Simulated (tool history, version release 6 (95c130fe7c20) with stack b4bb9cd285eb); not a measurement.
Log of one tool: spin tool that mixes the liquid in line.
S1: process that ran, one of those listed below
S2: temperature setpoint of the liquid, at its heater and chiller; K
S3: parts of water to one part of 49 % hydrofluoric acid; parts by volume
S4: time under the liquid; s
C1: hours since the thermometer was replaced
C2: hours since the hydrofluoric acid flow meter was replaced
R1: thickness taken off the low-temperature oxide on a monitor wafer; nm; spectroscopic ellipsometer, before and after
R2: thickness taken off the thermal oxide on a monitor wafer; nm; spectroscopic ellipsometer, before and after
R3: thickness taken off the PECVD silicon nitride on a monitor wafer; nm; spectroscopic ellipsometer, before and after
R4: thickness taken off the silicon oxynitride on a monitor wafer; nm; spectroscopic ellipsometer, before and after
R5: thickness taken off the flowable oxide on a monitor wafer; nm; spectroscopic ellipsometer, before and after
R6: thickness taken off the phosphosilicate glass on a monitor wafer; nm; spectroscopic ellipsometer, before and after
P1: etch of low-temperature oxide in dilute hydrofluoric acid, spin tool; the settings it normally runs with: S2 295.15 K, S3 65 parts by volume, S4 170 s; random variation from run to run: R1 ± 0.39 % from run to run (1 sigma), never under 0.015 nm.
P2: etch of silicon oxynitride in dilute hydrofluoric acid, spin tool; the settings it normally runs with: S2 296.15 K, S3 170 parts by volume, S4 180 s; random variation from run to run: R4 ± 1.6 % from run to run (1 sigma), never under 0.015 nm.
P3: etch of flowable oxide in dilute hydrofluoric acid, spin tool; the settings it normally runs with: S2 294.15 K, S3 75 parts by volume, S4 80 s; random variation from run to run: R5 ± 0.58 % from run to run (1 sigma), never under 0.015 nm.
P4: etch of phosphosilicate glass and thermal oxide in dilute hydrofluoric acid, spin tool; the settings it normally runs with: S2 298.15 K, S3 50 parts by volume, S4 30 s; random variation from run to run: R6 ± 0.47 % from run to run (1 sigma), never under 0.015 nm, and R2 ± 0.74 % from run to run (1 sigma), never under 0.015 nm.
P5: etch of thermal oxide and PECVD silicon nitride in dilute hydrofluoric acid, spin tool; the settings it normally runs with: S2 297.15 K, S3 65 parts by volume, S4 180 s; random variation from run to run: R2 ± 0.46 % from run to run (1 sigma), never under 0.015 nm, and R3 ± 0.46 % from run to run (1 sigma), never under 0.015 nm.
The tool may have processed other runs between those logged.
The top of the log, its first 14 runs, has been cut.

{"run": 15, "hour": 196.7, "S1": "P1", "S2": 295.15, "S3": 65, "S4": 170, "C1": 657.9, "C2": 512.7, "R1": 55.403}
{"run": 16, "hour": 210.5, "S1": "P3", "S2": 300.15, "S3": 75, "S4": 80, "C1": 671.7, "C2": 526.5, "R5": 34.795}
{"run": 17, "hour": 226.0, "S1": "P1", "S2": 295.15, "S3": 65, "S4": 20, "C1": 687.2, "C2": 542.0, "R1": 6.5622}
{"run": 18, "hour": 235.7, "S1": "P1", "S2": 295.15, "S3": 65, "S4": 170, "C1": 696.9, "C2": 551.7, "R1": 55.265}
{"run": 19, "hour": 243.5, "S1": "P1", "S2": 290.15, "S3": 65, "S4": 170, "C1": 704.7, "C2": 559.5, "R1": 44.885}
{"run": 20, "hour": 252.2, "S1": "P1", "S2": 295.15, "S3": 65, "S4": 170, "C1": 713.4, "C2": 568.2, "R1": 55.75}
{"run": 21, "hour": 268.1, "S1": "P2", "S2": 296.15, "S3": 170, "S4": 180, "C1": 729.3, "C2": 584.1, "R4": 1.3986}
{"run": 22, "hour": 275.8, "S1": "P4", "S2": 298.15, "S3": 50, "S4": 60, "C1": 737.0, "C2": 591.8, "R2": 6.098, "R6": 119.79}
{"run": 23, "hour": 285.8, "S1": "P3", "S2": 294.15, "S3": 75, "S4": 35, "C1": 747.0, "C2": 601.8, "R5": 11.963}
{"run": 24, "hour": 300.4, "S1": "P4", "S2": 298.15, "S3": 50, "S4": 30, "C1": 761.6, "C2": 616.4, "R2": 3.0688, "R6": 59.838}
{"run": 25, "hour": 309.3, "S1": "P1", "S2": 295.15, "S3": 40, "S4": 170, "C1": 770.5, "C2": 625.3, "R1": 93.196}
{"run": 26, "hour": 322.7, "S1": "P1", "S2": 291.65, "S3": 95, "S4": 170, "C1": 783.9, "C2": 638.7, "R1": 31.952}
{"run": 27, "hour": 331.6, "S1": "P4", "S2": 298.15, "S3": 20, "S4": 30, "C1": 792.8, "C2": 647.6, "R2": 8.0329, "R6": 157.52}
{"run": 28, "hour": 346.4, "S1": "P5", "S2": 297.15, "S3": 65, "S4": 180, "C1": 807.6, "C2": 662.4, "R2": 14.566, "R3": 5.1715}

Predict the results of run 29:
{"run": 29, "hour": 362.8, "S1": "P1", "S2": 295.15, "S3": 65, "S4": 170, "C1": 824.0, "C2": 678.8, "R1": "?"}

{"run 29": {"R1": 55.57}}
